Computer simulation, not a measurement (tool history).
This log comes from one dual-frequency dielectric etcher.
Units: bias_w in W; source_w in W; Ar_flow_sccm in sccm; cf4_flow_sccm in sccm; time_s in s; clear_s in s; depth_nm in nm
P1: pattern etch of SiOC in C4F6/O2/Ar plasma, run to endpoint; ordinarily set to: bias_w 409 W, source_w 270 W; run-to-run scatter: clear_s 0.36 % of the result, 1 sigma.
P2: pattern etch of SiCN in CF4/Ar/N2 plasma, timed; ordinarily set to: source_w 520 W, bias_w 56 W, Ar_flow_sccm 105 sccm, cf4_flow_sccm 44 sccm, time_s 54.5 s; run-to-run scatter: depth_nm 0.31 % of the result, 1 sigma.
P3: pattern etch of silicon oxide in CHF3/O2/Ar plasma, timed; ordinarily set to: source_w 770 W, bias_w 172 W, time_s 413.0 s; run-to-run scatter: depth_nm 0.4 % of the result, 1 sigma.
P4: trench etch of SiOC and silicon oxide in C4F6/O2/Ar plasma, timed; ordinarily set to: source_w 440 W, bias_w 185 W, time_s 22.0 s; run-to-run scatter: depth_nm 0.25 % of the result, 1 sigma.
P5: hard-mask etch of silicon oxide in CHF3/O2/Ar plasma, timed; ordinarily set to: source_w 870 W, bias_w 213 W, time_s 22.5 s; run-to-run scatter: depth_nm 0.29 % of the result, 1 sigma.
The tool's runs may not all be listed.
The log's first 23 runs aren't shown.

run 24 hour=209.8 | process=P5 bias_w=213 source_w=870 time_s=22.5 | depth_nm=54.088
run 25 hour=216.9 | process=P1 bias_w=259 source_w=340 | clear_s=15.667
run 26 hour=224.5 | process=P2 bias_w=56 source_w=520 Ar_flow_sccm=105 cf4_flow_sccm=44 time_s=78.5 | depth_nm=62.926
run 27 hour=236.8 | process=P4 bias_w=185 source_w=530 time_s=22.0 | depth_nm=48.153
run 28 hour=248.8 | process=P3 bias_w=102 source_w=770 time_s=413.0 | depth_nm=767.590
run 29 hour=254.9 | process=P1 bias_w=409 source_w=270 | clear_s=14.593
run 30 hour=264.8 | process=P1 bias_w=409 source_w=270 | clear_s=14.502
run 31 hour=271.0 | process=P1 bias_w=409 source_w=270 | clear_s=14.521

Run 32 comes next. What will it give?
run 32 hour=280.0 | process=P1 bias_w=409 source_w=270 | clear_s=?

Run 32 yielded clear_s 14.420 s.
